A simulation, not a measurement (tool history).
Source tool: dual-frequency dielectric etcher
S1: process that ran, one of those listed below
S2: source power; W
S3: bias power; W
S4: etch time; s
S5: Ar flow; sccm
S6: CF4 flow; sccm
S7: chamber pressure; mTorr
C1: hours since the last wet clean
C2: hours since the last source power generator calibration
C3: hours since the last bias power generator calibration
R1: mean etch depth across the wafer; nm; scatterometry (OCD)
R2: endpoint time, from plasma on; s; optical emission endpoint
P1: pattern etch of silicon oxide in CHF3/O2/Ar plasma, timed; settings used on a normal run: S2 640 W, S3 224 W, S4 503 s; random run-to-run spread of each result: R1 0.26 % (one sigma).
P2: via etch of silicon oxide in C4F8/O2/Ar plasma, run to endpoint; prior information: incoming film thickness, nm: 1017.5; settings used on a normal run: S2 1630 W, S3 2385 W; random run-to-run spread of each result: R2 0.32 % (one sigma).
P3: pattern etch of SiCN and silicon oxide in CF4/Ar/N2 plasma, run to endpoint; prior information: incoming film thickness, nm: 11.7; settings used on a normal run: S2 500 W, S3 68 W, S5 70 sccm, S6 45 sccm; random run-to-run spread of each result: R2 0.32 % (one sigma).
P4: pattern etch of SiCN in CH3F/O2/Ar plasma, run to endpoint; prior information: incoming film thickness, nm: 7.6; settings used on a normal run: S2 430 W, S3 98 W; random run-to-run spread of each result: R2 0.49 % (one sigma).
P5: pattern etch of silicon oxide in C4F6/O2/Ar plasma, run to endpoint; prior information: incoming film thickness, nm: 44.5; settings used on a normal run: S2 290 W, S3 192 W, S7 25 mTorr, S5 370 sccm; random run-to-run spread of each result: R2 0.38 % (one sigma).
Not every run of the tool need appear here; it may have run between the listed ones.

Run 1, hour 8: S1 P1, S2 640 W, S3 224 W, S4 503 s; C1 145; C2 1255.3; C3 319.8. Result: R1 1067.8 nm.
Run 2, hour 19.1: S1 P3, S2 500 W, S3 87 W, S5 70 sccm, S6 45 sccm; C1 156.1; C2 1266.4; C3 330.9. Result: R2 11.746 s.
Run 3, hour 29.9: S1 P5, S2 290 W, S3 192 W, S5 370 sccm, S7 30.5 mTorr; C1 166.9; C2 1277.2; C3 341.7. Result: R2 16.708 s.
Run 4, hour 39.4: S1 P1, S2 640 W, S3 158 W, S4 503 s; C1 176.4; C2 1286.7; C3 351.2. Result: R1 951.16 nm.
Run 5, hour 45.1: S1 P1, S2 640 W, S3 273 W, S4 503 s; C1 182.1; C2 1292.4; C3 356.9. Result: R1 1142.3 nm.
Run 6, hour 52.2: S1 P5, S2 400 W, S3 192 W, S5 370 sccm, S7 25 mTorr; C1 189.2; C2 1299.5; C3 364. Result: R2 14.354 s.
Run 7, hour 61.2: S1 P2, S2 1630 W, S3 2385 W; C1 198.2; C2 1308.5; C3 373. Result: R2 212.8 s.
Run 8, hour 69.2: S1 P3, S2 500 W, S3 68 W, S5 70 sccm, S6 63 sccm; C1 206.2; C2 1316.5; C3 381. Result: R2 12.097 s.
Run 9, hour 79.5: S1 P1, S2 640 W, S3 224 W, S4 503 s; C1 216.5; C2 1326.8; C3 391.3. Result: R1 1061.9 nm.
Run 10, hour 89: S1 P3, S2 500 W, S3 68 W, S5 70 sccm, S6 45 sccm; C1 226; C2 1336.3; C3 400.8. Result: R2 12.788 s.
Run 11, hour 95.4: S1 P2, S2 1630 W, S3 2385 W; C1 232.4; C2 1342.7; C3 407.2. Result: R2 212.85 s.
Run 12, hour 103.3: S1 P2, S2 1630 W, S3 1679 W; C1 240.3; C2 1350.6; C3 415.1. Result: R2 235.78 s.
Run 13, hour 108.6: S1 P1, S2 640 W, S3 224 W, S4 503 s; C1 245.6; C2 1355.9; C3 420.4. Result: R1 1062.4 nm.
Run 14, hour 115.1: S1 P1, S2 640 W, S3 224 W, S4 503 s; C1 252.1; C2 1362.4; C3 426.9. Result: R1 1059.8 nm.
Run 15, hour 125.7: S1 P5, S2 290 W, S3 268 W, S5 370 sccm, S7 25 mTorr; C1 262.7; C2 1373; C3 437.5. Result: R2 14.45 s.
Run 16, hour 134.7: S1 P4, S2 320 W, S3 98 W; C1 271.7; C2 1382; C3 446.5. Result: R2 19.693 s.
Run 17, hour 140.6: S1 P1, S2 840 W, S3 224 W, S4 503 s; C1 277.6; C2 1387.9; C3 452.4. Result: R1 1186.7 nm.
Run 18, hour 150.2: S1 P1, S2 640 W, S3 224 W, S4 329 s; C1 287.2; C2 1397.5; C3 462. Result: R1 699.01 nm.
Run 19, hour 156.6: S1 P1, S2 390 W, S3 224 W, S4 744 s; C1 293.6; C2 1403.9; C3 468.4. Result: R1 1316.8 nm.
Run 20, hour 162.9: S1 P3, S2 500 W, S3 68 W, S5 97 sccm, S6 45 sccm; C1 299.9; C2 1410.2; C3 474.7. Result: R2 13.409 s.
Run 21, hour 172: S1 P2, S2 2270 W, S3 2385 W; C1 309; C2 1419.3; C3 483.8. Result: R2 186.88 s.
Run 22, hour 177.9: S1 P1, S2 640 W, S3 224 W, S4 503 s; C1 314.9; C2 1425.2; C3 489.7. Result: R1 1063.1 nm.
Run 23, hour 185.6: S1 P1, S2 640 W, S3 224 W, S4 503 s; C1 322.6; C2 1432.9; C3 497.4. Result: R1 1059.8 nm.
Run 24, hour 190.8: S1 P1, S2 640 W, S3 224 W, S4 645 s; C1 327.8; C2 1438.1; C3 502.6. Result: R1 1362.7 nm.
Run 25, hour 198.5: S1 P1, S2 510 W, S3 224 W, S4 503 s; C1 335.5; C2 1445.8; C3 510.3. Result: R1 976.54 nm.
Run 26, hour 208.3: S1 P1, S2 640 W, S3 224 W, S4 503 s; C1 345.3; C2 1455.6; C3 520.1. Result: R1 1066.8 nm.
Run 27, hour 213.2: S1 P5, S2 290 W, S3 192 W, S5 370 sccm, S7 25 mTorr; C1 350.2; C2 1460.5; C3 525. Result: R2 16.156 s.
Run 28, hour 219.8: S1 P4, S2 430 W, S3 66 W; C1 356.8; C2 1467.1; C3 531.6. Result: R2 20.32 s.
Run 29, hour 230.9: S1 P4, S2 430 W, S3 98 W; C1 367.9; C2 1478.2; C3 542.7. Result: R2 17.658 s.
Run 30, hour 236.9: S1 P5, S2 290 W, S3 192 W, S5 487 sccm, S7 25 mTorr; C1 373.9; C2 1484.2; C3 548.7. Result: R2 16.695 s.
Run 31, hour 244.2: S1 P3, S2 620 W, S3 68 W, S5 70 sccm, S6 45 sccm; C1 381.2; C2 1491.5; C3 556. Result: R2 10.485 s.
Run 32, hour 250.8: S1 P1, S2 640 W, S3 224 W, S4 503 s; C1 387.8; C2 1498.1; C3 562.6. Result: R1 1069.5 nm.
Run 33, hour 256.4: S1 P1, S2 640 W, S3 224 W, S4 503 s; C1 393.4; C2 1503.7; C3 568.2. Result: R1 1067.2 nm.
Run 34, hour 265: S1 P1, S2 640 W, S3 224 W, S4 503 s; C1 402; C2 1512.3; C3 576.8. Result: R1 1060.3 nm.
Run 35, hour 270.7: S1 P1, S2 640 W, S3 224 W, S4 503 s; C1 407.7; C2 1518; C3 582.5. Result: R1 1056.2 nm.
At hour 274.1: wet clean of the chamber.
Run 36, hour 278.5: S1 P1, S2 640 W, S3 224 W, S4 503 s; C1 4.5; C2 1525.8; C3 590.3. Result: R1 1058.4 nm.
Run 37, hour 284: S1 P1, S2 640 W, S3 224 W, S4 503 s; C1 10; C2 1531.3; C3 595.8. Result: R1 1050.8 nm.
Run 38, hour 295.2: S1 P1, S2 640 W, S3 224 W, S4 503 s; C1 21.2; C2 1542.5; C3 607. Result: R1 1054.1 nm.
Run 39, hour 300.1: S1 P1, S2 640 W, S3 224 W, S4 503 s; C1 26.1; C2 1547.4; C3 611.9. Result: R1 1054 nm.
Run 40, hour 306.5: S1 P1, S2 640 W, S3 224 W, S4 503 s; C1 32.5; C2 1553.8; C3 618.3. Result: R1 1051.2 nm.
Run 41, hour 314.4: S1 P1, S2 640 W, S3 224 W, S4 503 s; C1 40.4; C2 1561.7; C3 626.2. Result: R1 1045.6 nm.

The output of P1 has drifted from where it used to be. Each of the 2 causes below, taken at the size shown beside it, accounts for the log equally well:
A: bias power that arrives under what is set, % = 3.97
B: source power that arrives under what is set, % = 3.66
At approximately hour 250.8, the process output began to creep.
What rules out each remaining cause:
chamber walls in a state that lowers the etch rate, %: work on it at hour 274.1, done after the drift set in, did not restore what the process gave before

Each of the check runs listed below is run on 2 wafers and reports their average, with the results left as question marks. Pick the one under which the possible causes would lead to clearly different results.
Run check 1, hour 322.3: S1 P2, S2 2230 W, S3 2385 W. Result: R2 ?.
Run check 2, hour 322.3: S1 P3, S2 500 W, S3 68 W, S5 70 sccm, S6 62 sccm. Result: R2 ?.
Run check 3, hour 322.3: S1 P5, S2 290 W, S3 226 W, S5 370 sccm, S7 25 mTorr. Result: R2 ?.
Run check 4, hour 322.3: S1 P4, S2 430 W, S3 75 W. Result: R2 ?.

Expected result of each check under each candidate cause:
  check  result    if A    if B
check 1      R2  190.71  191.26
check 2      R2  12.267  12.519
check 3      R2  15.574  15.583
check 4      R2  19.713  19.707
Separation of the two closest causes in each check, using whichever result separates them best: check 1 0.29 %; check 2 2.03 %; check 3 0.06 %; check 4 0.03 %
Only check 2 tells the causes apart: in the others they would give nearly the same result.

The results of check 2 are: R2 12.476 s. Based on these, which of the listed causes is it?

It is B: source power that arrives under what is set, %.
